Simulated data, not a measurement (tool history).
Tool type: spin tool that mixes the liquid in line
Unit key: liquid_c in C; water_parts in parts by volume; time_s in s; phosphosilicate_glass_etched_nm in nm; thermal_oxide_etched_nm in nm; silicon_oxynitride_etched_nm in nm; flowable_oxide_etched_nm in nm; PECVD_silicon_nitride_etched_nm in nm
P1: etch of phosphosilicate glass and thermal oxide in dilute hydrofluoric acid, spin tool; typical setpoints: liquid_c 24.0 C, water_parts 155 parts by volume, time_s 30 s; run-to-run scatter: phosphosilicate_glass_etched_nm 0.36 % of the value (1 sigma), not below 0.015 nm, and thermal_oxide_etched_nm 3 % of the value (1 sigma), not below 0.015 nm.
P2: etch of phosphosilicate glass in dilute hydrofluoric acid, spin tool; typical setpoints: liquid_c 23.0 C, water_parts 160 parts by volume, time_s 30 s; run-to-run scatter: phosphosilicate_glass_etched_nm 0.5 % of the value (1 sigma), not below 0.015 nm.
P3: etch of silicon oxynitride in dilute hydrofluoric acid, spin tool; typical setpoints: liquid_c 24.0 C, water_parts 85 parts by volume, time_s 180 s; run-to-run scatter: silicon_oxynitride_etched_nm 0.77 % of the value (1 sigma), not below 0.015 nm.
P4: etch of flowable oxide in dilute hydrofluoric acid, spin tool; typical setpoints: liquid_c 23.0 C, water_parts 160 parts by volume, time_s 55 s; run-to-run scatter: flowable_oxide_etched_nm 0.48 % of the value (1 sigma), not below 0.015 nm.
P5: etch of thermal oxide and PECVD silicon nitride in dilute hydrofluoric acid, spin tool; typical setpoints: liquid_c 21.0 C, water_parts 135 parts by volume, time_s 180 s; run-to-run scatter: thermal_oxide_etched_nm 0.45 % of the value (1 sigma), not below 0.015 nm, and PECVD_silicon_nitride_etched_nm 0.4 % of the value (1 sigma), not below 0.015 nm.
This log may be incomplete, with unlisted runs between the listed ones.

run,day,process,liquid_c,water_parts,time_s,hours since the thermometer was replaced,hours since the hydrofluoric acid flow meter was replaced,phosphosilicate_glass_etched_nm,thermal_oxide_etched_nm,silicon_oxynitride_etched_nm,flowable_oxide_etched_nm,PECVD_silicon_nitride_etched_nm
1,0.262,P1,24.0,155,30,325.1,956.1,36.013,0.84308,,,
2,0.454,P2,23.0,160,15,329.7,960.7,12.224,,,,
3,0.738,P3,24.0,85,180,336.5,967.5,,,3.1245,,
4,1.008,P4,23.0,160,55,343.0,974.0,,,,9.7977,
5,1.167,P3,30.5,85,180,346.8,977.8,,,4.2852,,
# day 1.208: thermometer replaced
6,1.354,P1,24.0,155,30,3.5,982.3,36.098,0.86023,,,
7,1.562,P4,23.0,245,55,8.5,987.3,,,,5.8055,
8,1.696,P1,24.0,155,30,11.7,990.5,35.916,0.83275,,,
9,1.971,P1,24.0,155,15,18.3,997.1,18.020,0.44565,,,
10,2.171,P2,17.0,160,30,23.1,1001.9,19.360,,,,
11,2.425,P1,24.0,155,30,29.2,1008.0,36.201,0.85640,,,
12,2.575,P1,19.5,155,15,32.8,1011.6,15.108,0.32042,,,
13,2.804,P3,24.0,130,180,38.3,1017.1,,,1.9983,,
14,3.050,P5,17.0,135,180,44.2,1023.0,,4.61130,,,3.9279
15,3.329,P1,29.5,155,45,50.9,1029.7,66.033,1.61600,,,
16,3.475,P3,24.0,85,180,54.4,1033.2,,,3.1549,,
17,3.700,P4,23.0,160,95,59.8,1038.6,,,,16.8400,
18,3.846,P2,23.0,160,30,63.3,1042.1,24.403,,,,
19,4.000,P5,21.0,20,180,67.0,1045.8,,41.80300,,,32.5730
20,4.258,P2,23.0,160,30,73.2,1052.0,24.503,,,,
21,4.512,P1,24.0,40,30,79.3,1058.1,162.120,3.77140,,,
22,4.812,P1,29.0,155,30,86.5,1065.3,43.430,1.06810,,,
23,5.008,P3,24.0,85,335,91.2,1070.0,,,5.9725,,
24,5.312,P2,23.0,250,30,98.5,1077.3,14.293,,,,
25,5.583,P5,21.0,135,180,105.0,1083.8,,5.39540,,,5.1499
26,5.758,P5,21.0,135,180,109.2,1088.0,,5.35480,,,5.1369
27,5.954,P5,21.0,135,40,113.9,1092.7,,1.23540,,,1.1330
28,6.250,P1,17.0,155,30,121.0,1099.8,27.292,0.66880,,,
29,6.554,P1,24.0,220,30,128.3,1107.1,23.545,0.50658,,,
30,6.754,P4,17.0,160,55,133.1,1111.9,,,,7.6629,
31,7.050,P1,24.0,155,50,140.2,1119.0,60.154,1.46260,,,

For run 32, what comes out?
32,7.258,P1,24.0,155,30,145.2,1124.0,?,?,,,

Run 32 came out at phosphosilicate_glass_etched_nm 35.981 nm, thermal_oxide_etched_nm 0.85441 nm.
